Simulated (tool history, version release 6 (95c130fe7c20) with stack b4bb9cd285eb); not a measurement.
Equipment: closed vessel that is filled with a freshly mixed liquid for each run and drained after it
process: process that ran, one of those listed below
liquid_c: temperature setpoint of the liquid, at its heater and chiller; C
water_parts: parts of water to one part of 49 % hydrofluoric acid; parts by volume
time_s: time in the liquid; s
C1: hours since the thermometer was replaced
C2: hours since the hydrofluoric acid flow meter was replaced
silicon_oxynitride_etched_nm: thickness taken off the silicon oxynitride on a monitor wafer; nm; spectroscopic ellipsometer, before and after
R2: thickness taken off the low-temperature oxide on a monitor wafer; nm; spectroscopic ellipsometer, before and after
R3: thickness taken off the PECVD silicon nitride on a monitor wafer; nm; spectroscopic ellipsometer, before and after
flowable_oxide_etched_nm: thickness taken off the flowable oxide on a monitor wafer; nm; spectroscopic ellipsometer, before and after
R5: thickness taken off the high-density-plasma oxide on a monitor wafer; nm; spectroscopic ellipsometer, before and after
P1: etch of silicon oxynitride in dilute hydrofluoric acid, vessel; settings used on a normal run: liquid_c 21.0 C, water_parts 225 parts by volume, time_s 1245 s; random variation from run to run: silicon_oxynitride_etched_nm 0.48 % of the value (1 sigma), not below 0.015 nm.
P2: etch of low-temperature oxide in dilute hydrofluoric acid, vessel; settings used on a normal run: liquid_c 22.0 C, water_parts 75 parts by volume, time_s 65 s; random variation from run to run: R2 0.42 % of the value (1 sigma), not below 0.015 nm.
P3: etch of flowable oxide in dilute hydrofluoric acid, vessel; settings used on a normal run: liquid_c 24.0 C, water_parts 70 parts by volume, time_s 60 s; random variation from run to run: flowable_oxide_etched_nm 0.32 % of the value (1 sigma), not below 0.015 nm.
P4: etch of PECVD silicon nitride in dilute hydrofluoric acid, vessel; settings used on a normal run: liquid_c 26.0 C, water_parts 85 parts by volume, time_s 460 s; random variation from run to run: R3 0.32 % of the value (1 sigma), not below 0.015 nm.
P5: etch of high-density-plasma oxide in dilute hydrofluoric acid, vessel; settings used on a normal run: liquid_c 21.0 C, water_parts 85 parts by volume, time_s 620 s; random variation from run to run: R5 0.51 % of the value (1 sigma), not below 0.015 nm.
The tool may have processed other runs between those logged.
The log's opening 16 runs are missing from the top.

{"run": 17, "hour": 205.1, "process": "P3", "liquid_c": 24.0, "water_parts": 35, "time_s": 60, "C1": 1229.7, "C2": 878.8, "flowable_oxide_etched_nm": 130.7}
{"hour": 205.8, "done": "hydrofluoric acid flow meter replaced"}
{"run": 18, "hour": 216.8, "process": "P5", "liquid_c": 21.0, "water_parts": 85, "time_s": 620, "C1": 1241.4, "C2": 11.1, "R5": 38.121}
{"run": 19, "hour": 232.5, "process": "P1", "liquid_c": 21.0, "water_parts": 225, "time_s": 105, "C1": 1257.1, "C2": 26.8, "silicon_oxynitride_etched_nm": 1.1481}
{"run": 20, "hour": 239.9, "process": "P2", "liquid_c": 29.0, "water_parts": 75, "time_s": 65, "C1": 1264.5, "C2": 34.2, "R2": 20.821}
{"run": 21, "hour": 253.1, "process": "P2", "liquid_c": 22.0, "water_parts": 75, "time_s": 65, "C1": 1277.7, "C2": 47.4, "R2": 15.777}
{"run": 22, "hour": 264.1, "process": "P1", "liquid_c": 21.0, "water_parts": 360, "time_s": 1245, "C1": 1288.7, "C2": 58.4, "silicon_oxynitride_etched_nm": 7.4851}
{"run": 23, "hour": 272.0, "process": "P3", "liquid_c": 24.0, "water_parts": 70, "time_s": 60, "C1": 1296.6, "C2": 66.3, "flowable_oxide_etched_nm": 62.82}
{"run": 24, "hour": 286.3, "process": "P4", "liquid_c": 26.0, "water_parts": 85, "time_s": 460, "C1": 1310.9, "C2": 80.6, "R3": 13.169}
{"run": 25, "hour": 297.6, "process": "P1", "liquid_c": 21.0, "water_parts": 225, "time_s": 1245, "C1": 1322.2, "C2": 91.9, "silicon_oxynitride_etched_nm": 13.125}
{"run": 26, "hour": 312.0, "process": "P1", "liquid_c": 21.0, "water_parts": 225, "time_s": 1245, "C1": 1336.6, "C2": 106.3, "silicon_oxynitride_etched_nm": 13.101}
{"run": 27, "hour": 328.6, "process": "P2", "liquid_c": 22.0, "water_parts": 75, "time_s": 30, "C1": 1353.2, "C2": 122.9, "R2": 7.2803}
{"run": 28, "hour": 339.8, "process": "P1", "liquid_c": 17.0, "water_parts": 340, "time_s": 1245, "C1": 1364.4, "C2": 134.1, "silicon_oxynitride_etched_nm": 6.8482}
{"run": 29, "hour": 350.4, "process": "P5", "liquid_c": 21.0, "water_parts": 85, "time_s": 320, "C1": 1375.0, "C2": 144.7, "R5": 19.766}
{"run": 30, "hour": 360.3, "process": "P1", "liquid_c": 21.0, "water_parts": 225, "time_s": 1245, "C1": 1384.9, "C2": 154.6, "silicon_oxynitride_etched_nm": 13.106}
{"run": 31, "hour": 373.7, "process": "P1", "liquid_c": 21.0, "water_parts": 225, "time_s": 1245, "C1": 1398.3, "C2": 168.0, "silicon_oxynitride_etched_nm": 12.949}
{"run": 32, "hour": 390.3, "process": "P1", "liquid_c": 21.0, "water_parts": 225, "time_s": 1245, "C1": 1414.9, "C2": 184.6, "silicon_oxynitride_etched_nm": 13.686}
{"run": 33, "hour": 401.9, "process": "P1", "liquid_c": 21.0, "water_parts": 225, "time_s": 1245, "C1": 1426.5, "C2": 196.2, "silicon_oxynitride_etched_nm": 13.702}
{"run": 34, "hour": 414.9, "process": "P1", "liquid_c": 21.0, "water_parts": 225, "time_s": 1245, "C1": 1439.5, "C2": 209.2, "silicon_oxynitride_etched_nm": 13.793}
{"run": 35, "hour": 424.8, "process": "P1", "liquid_c": 21.0, "water_parts": 225, "time_s": 1245, "C1": 1449.4, "C2": 219.1, "silicon_oxynitride_etched_nm": 13.886}

Run 36 comes next. What will it give?
{"run": 36, "hour": 438.2, "process": "P1", "liquid_c": 21.0, "water_parts": 225, "time_s": 1245, "C1": 1462.8, "C2": 232.5, "silicon_oxynitride_etched_nm": "?"}

silicon_oxynitride_etched_nm: 14.1490 nm

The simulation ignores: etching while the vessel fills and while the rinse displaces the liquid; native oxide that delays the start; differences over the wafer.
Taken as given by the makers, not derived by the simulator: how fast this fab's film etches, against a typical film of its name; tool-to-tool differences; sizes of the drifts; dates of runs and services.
